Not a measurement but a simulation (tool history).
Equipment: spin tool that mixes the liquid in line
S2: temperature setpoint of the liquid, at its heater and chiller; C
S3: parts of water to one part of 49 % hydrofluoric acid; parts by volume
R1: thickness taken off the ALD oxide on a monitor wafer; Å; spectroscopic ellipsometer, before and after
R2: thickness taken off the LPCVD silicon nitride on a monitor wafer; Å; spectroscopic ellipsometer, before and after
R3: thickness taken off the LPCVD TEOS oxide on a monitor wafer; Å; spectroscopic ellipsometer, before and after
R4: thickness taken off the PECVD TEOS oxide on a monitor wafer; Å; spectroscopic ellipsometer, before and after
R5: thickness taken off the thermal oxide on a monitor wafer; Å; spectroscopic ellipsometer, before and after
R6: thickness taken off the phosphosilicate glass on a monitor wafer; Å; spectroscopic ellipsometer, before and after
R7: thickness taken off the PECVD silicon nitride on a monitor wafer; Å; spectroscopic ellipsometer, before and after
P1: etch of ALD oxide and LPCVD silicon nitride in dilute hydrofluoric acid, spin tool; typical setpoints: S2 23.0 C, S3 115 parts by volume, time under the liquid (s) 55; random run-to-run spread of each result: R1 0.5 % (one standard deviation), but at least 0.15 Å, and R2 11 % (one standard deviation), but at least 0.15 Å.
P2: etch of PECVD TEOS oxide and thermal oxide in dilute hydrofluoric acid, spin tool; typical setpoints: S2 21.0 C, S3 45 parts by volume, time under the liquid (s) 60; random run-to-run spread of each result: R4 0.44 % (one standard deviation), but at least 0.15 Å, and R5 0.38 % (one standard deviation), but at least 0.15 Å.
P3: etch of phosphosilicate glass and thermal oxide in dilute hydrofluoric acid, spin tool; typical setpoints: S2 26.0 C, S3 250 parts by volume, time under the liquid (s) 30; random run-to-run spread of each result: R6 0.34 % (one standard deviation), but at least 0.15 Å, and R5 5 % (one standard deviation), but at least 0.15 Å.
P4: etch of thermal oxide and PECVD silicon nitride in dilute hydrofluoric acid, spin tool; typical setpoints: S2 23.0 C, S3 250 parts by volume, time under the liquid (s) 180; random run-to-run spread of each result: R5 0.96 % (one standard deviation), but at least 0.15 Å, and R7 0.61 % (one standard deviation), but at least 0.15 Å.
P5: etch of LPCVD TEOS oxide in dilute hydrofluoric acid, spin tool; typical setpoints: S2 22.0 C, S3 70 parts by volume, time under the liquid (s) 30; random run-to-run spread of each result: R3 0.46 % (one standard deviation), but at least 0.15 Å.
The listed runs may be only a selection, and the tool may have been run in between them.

run 1 day=0.379 | process_that_ran=P1 S2=23.0 S3=115 time_under_the_liquid_(s)=55 | R1=109.610 R2=2.11650
run 2 day=0.733 | process_that_ran=P1 S2=23.0 S3=115 time_under_the_liquid_(s)=55 | R1=111.530 R2=2.10250
run 3 day=1.088 | process_that_ran=P5 S2=22.0 S3=70 time_under_the_liquid_(s)=30 | R3=223.94
run 4 day=1.550 | process_that_ran=P1 S2=23.0 S3=55 time_under_the_liquid_(s)=55 | R1=249.010 R2=5.17080
run 5 day=1.971 | process_that_ran=P2 S2=21.0 S3=45 time_under_the_liquid_(s)=60 | R4=124.170 R5=58.4440
run 6 day=2.312 | process_that_ran=P1 S2=19.0 S3=115 time_under_the_liquid_(s)=55 | R1=93.264 R2=1.43820
run 7 day=2.667 | process_that_ran=P3 S2=26.0 S3=105 time_under_the_liquid_(s)=30 | R5=13.9740 R6=336.360
run 8 day=2.967 | process_that_ran=P2 S2=21.0 S3=20 time_under_the_liquid_(s)=60 | R4=287.270 R5=134.9000
run 9 day=3.338 | process_that_ran=P3 S2=26.0 S3=250 time_under_the_liquid_(s)=30 | R5=5.1019 R6=118.870
run 10 day=3.571 | process_that_ran=P1 S2=23.0 S3=115 time_under_the_liquid_(s)=55 | R1=109.340 R2=2.16160
run 11 day=3.950 | process_that_ran=P1 S2=29.5 S3=60 time_under_the_liquid_(s)=55 | R1=291.470 R2=7.91770
run 12 day=4.367 | process_that_ran=P2 S2=21.0 S3=45 time_under_the_liquid_(s)=60 | R4=124.920 R5=57.6370
run 13 day=4.592 | process_that_ran=P4 S2=23.0 S3=50 time_under_the_liquid_(s)=180 | R5=177.5000 R7=169.830
run 14 day=5.025 | process_that_ran=P4 S2=23.0 S3=250 time_under_the_liquid_(s)=180 | R5=27.7140 R7=34.471
run 15 day=5.254 | process_that_ran=P1 S2=23.0 S3=115 time_under_the_liquid_(s)=100 | R1=199.960 R2=3.59530
run 16 day=5.704 | process_that_ran=P1 S2=23.0 S3=115 time_under_the_liquid_(s)=30 | R1=60.308 R2=0.98485
run 17 day=5.917 | process_that_ran=P5 S2=22.0 S3=105 time_under_the_liquid_(s)=30 | R3=144.78
-- day=6.033 hydrofluoric acid flow meter replaced
run 18 day=6.350 | process_that_ran=P5 S2=22.0 S3=70 time_under_the_liquid_(s)=60 | R3=453.13
run 19 day=6.667 | process_that_ran=P1 S2=23.0 S3=115 time_under_the_liquid_(s)=55 | R1=110.120 R2=2.05050
run 20 day=7.100 | process_that_ran=P3 S2=26.0 S3=250 time_under_the_liquid_(s)=30 | R5=5.0398 R6=118.820
run 21 day=7.412 | process_that_ran=P1 S2=23.0 S3=190 time_under_the_liquid_(s)=55 | R1=61.086 R2=1.75730
run 22 day=7.842 | process_that_ran=P1 S2=31.0 S3=45 time_under_the_liquid_(s)=55 | R1=424.430 R2=9.52890
run 23 day=8.233 | process_that_ran=P4 S2=23.0 S3=250 time_under_the_liquid_(s)=265 | R5=42.0560 R7=51.705
run 24 day=8.654 | process_that_ran=P5 S2=30.0 S3=70 time_under_the_liquid_(s)=30 | R3=310.98
run 25 day=9.025 | process_that_ran=P4 S2=17.0 S3=250 time_under_the_liquid_(s)=180 | R5=22.6990 R7=23.702
run 26 day=9.396 | process_that_ran=P3 S2=26.0 S3=250 time_under_the_liquid_(s)=15 | R5=2.5834 R6=59.429
run 27 day=9.767 | process_that_ran=P2 S2=21.0 S3=45 time_under_the_liquid_(s)=15 | R4=30.899 R5=14.6220
run 28 day=10.225 | process_that_ran=P1 S2=27.0 S3=115 time_under_the_liquid_(s)=55 | R1=127.900 R2=3.14210
run 29 day=10.679 | process_that_ran=P2 S2=26.5 S3=45 time_under_the_liquid_(s)=60 | R4=155.990 R5=72.7190
run 30 day=10.954 | process_that_ran=P3 S2=31.5 S3=250 time_under_the_liquid_(s)=30 | R5=6.7875 R6=143.650
run 31 day=11.371 | process_that_ran=P1 S2=23.0 S3=115 time_under_the_liquid_(s)=55 | R1=109.480 R2=2.29870
run 32 day=11.821 | process_that_ran=P1 S2=23.0 S3=115 time_under_the_liquid_(s)=55 | R1=110.020 R2=2.16100
run 33 day=12.233 | process_that_ran=P1 S2=23.0 S3=115 time_under_the_liquid_(s)=55 | R1=113.910 R2=2.71320
run 34 day=12.642 | process_that_ran=P1 S2=23.0 S3=115 time_under_the_liquid_(s)=55 | R1=113.550 R2=2.76800
run 35 day=13.062 | process_that_ran=P1 S2=23.0 S3=115 time_under_the_liquid_(s)=55 | R1=115.590 R2=2.17250
run 36 day=13.521 | process_that_ran=P1 S2=23.0 S3=115 time_under_the_liquid_(s)=55 | R1=116.640 R2=2.15540
run 37 day=13.883 | process_that_ran=P1 S2=23.0 S3=115 time_under_the_liquid_(s)=55 | R1=116.520 R2=2.39160
run 38 day=14.338 | process_that_ran=P1 S2=23.0 S3=115 time_under_the_liquid_(s)=55 | R1=116.130 R2=2.58720
run 39 day=14.742 | process_that_ran=P1 S2=23.0 S3=115 time_under_the_liquid_(s)=55 | R1=116.050 R2=2.79500
run 40 day=14.967 | process_that_ran=P1 S2=23.0 S3=115 time_under_the_liquid_(s)=55 | R1=116.540 R2=2.44110
run 41 day=15.188 | process_that_ran=P1 S2=23.0 S3=115 time_under_the_liquid_(s)=55 | R1=117.980 R2=2.00540
run 42 day=15.608 | process_that_ran=P1 S2=23.0 S3=115 time_under_the_liquid_(s)=55 | R1=118.020 R2=2.15280

Something has made what P1 gives creep away from where it was; the 2 causes below, each at its own stated size, fit the log equally well:
A: liquid hotter than its thermometer reads (K) = 1.55
B: hydrofluoric acid flow above the setpoint (%) = 5.52
The drift started at roughly day 11.821.

You are offered 4 check runs, listed below with question marks in place of their results; each one averages 2 wafers. Which run separates the listed causes by giving clearly different results for each?
run check 1 day=16.029 | process_that_ran=P4 S2=20.0 S3=250 time_under_the_liquid_(s)=180 | R5=? R7=?
run check 2 day=16.029 | process_that_ran=P2 S2=26.0 S3=45 time_under_the_liquid_(s)=15 | R4=? R5=?
run check 3 day=16.029 | process_that_ran=P5 S2=29.0 S3=105 time_under_the_liquid_(s)=30 | R3=?
run check 4 day=16.029 | process_that_ran=P3 S2=26.0 S3=155 time_under_the_liquid_(s)=15 | R5=? R6=?

What each check would give under each cause:
check=check_1 result=R5 if_A=26.6020 if_B=26.8260
check=check_1 result=R7 if_A=31.765 if_B=30.301
check=check_2 result=R4 if_A=40.778 if_B=40.545
check=check_2 result=R5 if_A=19.0300 if_B=18.9210
check=check_3 result=R3 if_A=199.90 if_B=200.55
check=check_4 result=R5 if_A=4.8642 if_B=4.8937
check=check_4 result=R6 if_A=113.380 if_B=114.070
Separation of the two closest causes in each check, using whichever result separates them best: check 1 4.72 %; check 2 0.57 %; check 3 0.33 %; check 4 0.6 %
Only in check 1 would the causes give clearly different results; in the remaining checks their results would be nearly the same.

Check 1 has now been run. It gave: R5 26.6190 Å; R7 31.493 Å. Which of the candidate causes is it?

It was cause A: liquid hotter than its thermometer reads (K).
